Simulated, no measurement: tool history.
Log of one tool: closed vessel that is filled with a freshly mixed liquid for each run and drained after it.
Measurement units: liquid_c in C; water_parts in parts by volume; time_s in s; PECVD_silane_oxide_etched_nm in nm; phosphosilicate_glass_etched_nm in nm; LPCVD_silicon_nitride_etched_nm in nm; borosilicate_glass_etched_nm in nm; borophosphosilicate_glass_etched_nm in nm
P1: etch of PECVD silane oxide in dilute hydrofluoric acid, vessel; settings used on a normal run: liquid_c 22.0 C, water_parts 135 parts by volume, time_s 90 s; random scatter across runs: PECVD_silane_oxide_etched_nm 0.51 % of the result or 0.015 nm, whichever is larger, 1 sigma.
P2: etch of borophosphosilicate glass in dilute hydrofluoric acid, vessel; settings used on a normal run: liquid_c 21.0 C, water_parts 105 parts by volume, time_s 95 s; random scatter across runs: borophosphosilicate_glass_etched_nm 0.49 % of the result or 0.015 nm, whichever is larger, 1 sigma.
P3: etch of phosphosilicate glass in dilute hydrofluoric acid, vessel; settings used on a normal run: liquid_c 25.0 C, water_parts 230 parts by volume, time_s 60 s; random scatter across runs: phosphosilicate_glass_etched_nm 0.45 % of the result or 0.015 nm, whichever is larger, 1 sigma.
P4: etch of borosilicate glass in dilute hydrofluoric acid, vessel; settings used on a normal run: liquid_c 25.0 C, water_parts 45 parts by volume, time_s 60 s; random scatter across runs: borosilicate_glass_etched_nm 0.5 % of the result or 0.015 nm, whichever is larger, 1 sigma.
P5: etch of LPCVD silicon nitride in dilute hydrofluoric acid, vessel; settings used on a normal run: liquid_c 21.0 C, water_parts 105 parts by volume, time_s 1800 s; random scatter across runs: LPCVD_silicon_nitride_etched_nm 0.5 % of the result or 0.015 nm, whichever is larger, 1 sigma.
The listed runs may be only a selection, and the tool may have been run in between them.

run,hour,process,liquid_c,water_parts,time_s,hours since the thermometer was replaced,hours since the hydrofluoric acid flow meter was replaced,PECVD_silane_oxide_etched_nm,phosphosilicate_glass_etched_nm,LPCVD_silicon_nitride_etched_nm,borosilicate_glass_etched_nm,borophosphosilicate_glass_etched_nm
1,14.5,P1,22.0,135,90,350.9,636.2,8.9098,,,,
2,28.9,P3,25.0,365,60,365.3,650.6,,19.698,,,
3,39.1,P1,26.5,75,90,375.5,660.8,20.5060,,,,
4,52.1,P1,22.0,135,90,388.5,673.8,8.9106,,,,
5,67.0,P1,22.0,195,90,403.4,688.7,5.7927,,,,
6,75.4,P5,21.0,105,1800,411.8,697.1,,,7.2608,,
7,89.8,P1,22.0,135,90,426.2,711.5,8.8961,,,,
8,100.0,P5,21.0,105,3405,436.4,721.7,,,13.8270,,
9,110.6,P1,22.0,60,90,447.0,732.3,21.7000,,,,
10,118.4,P4,25.0,45,100,454.8,740.1,,,,135.820,
11,134.8,P1,22.0,135,150,471.2,756.5,14.7780,,,,
12,143.2,P2,21.0,105,95,479.6,764.9,,,,,54.216
13,157.5,P1,22.0,135,90,493.9,779.2,8.9529,,,,
14,167.5,P2,21.0,105,30,503.9,789.2,,,,,17.184
15,182.4,P5,21.0,65,1800,518.8,804.1,,,11.4470,,
16,195.0,P2,21.0,40,95,531.4,816.7,,,,,153.900
17,209.6,P4,31.0,45,60,546.0,831.3,,,,103.970,
18,218.4,P5,21.0,105,1800,554.8,840.1,,,7.1666,,
19,227.2,P2,25.5,105,95,563.6,848.9,,,,,64.911
20,234.5,P5,17.0,105,1800,570.9,856.2,,,5.4467,,
21,251.2,P4,25.0,65,60,587.6,872.9,,,,54.705,
22,263.7,P4,25.0,45,60,600.1,885.4,,,,81.310,
23,275.4,P4,25.0,45,60,611.8,897.1,,,,81.195,
24,284.7,P1,18.0,135,165,621.1,906.4,13.8580,,,,
25,298.7,P2,21.0,105,95,635.1,920.4,,,,,53.916
26,308.2,P3,25.0,230,60,644.6,929.9,,35.518,,,
27,321.9,P1,22.0,135,30,658.3,943.6,2.9451,,,,
28,337.3,P1,26.0,135,90,673.7,959.0,10.3640,,,,
29,347.4,P3,21.0,230,60,683.8,969.1,,31.038,,,
30,355.7,P1,28.5,185,90,692.1,977.4,7.8762,,,,
31,366.9,P1,17.0,135,90,703.3,988.6,7.2856,,,,
32,375.2,P3,25.0,230,60,711.6,996.9,,35.726,,,
33,384.4,P3,25.0,230,95,720.8,1006.1,,56.034,,,
34,400.9,P1,22.0,135,90,737.3,1022.6,8.9208,,,,
35,412.9,P1,22.0,135,90,749.3,1034.6,8.7476,,,,
36,427.4,P1,22.0,135,90,763.8,1049.1,8.6302,,,,
37,440.4,P1,22.0,135,90,776.8,1062.1,8.5848,,,,
38,450.3,P1,22.0,135,90,786.7,1072.0,8.5551,,,,
39,465.7,P1,22.0,135,90,802.1,1087.4,8.4613,,,,
40,481.0,P1,22.0,135,90,817.4,1102.7,8.5321,,,,
41,491.8,P1,22.0,135,90,828.2,1113.5,8.3643,,,,
42,500.1,P1,22.0,135,90,836.5,1121.8,8.4453,,,,

P1 has crept away from where it was. The log is fitted equally well by each of these 2 causes, at the sizes shown:
A: hydrofluoric acid flow below the setpoint (%) = 4.75
B: liquid colder than its thermometer reads (K) = 1.42
Creep in the process output first set in at about hour 400.9.

Question marks stand in for the results of the 4 check runs listed below, each run on one wafer. Under which run would the listed causes show clearly different results?
check 1,508.4,P3,25.0,230,60,,,,?,,,
check 2,508.4,P2,21.0,105,95,,,,,,,?
check 3,508.4,P4,25.0,45,60,,,,,,?,
check 4,508.4,P5,21.0,105,1800,,,,,?,,

What each check would give under each cause:
check,result,if A,if B
check 1,phosphosilicate_glass_etched_nm,33.496,33.815
check 2,borophosphosilicate_glass_etched_nm,51.336,51.164
check 3,borosilicate_glass_etched_nm,77.281,76.749
check 4,LPCVD_silicon_nitride_etched_nm,6.8829,6.5564
Distance between the nearest two causes, measured in the result of the check that separates them most: check 1 0.95 %; check 2 0.34 %; check 3 0.69 %; check 4 4.86 %
Check 4 distinguishes between the causes, while the remaining checks would return nearly the same result for all of them.

With check 4 done, the readings were: LPCVD_silicon_nitride_etched_nm 6.8804 nm. Identify which of the listed causes applies.

The cause is A: hydrofluoric acid flow below the setpoint (%).
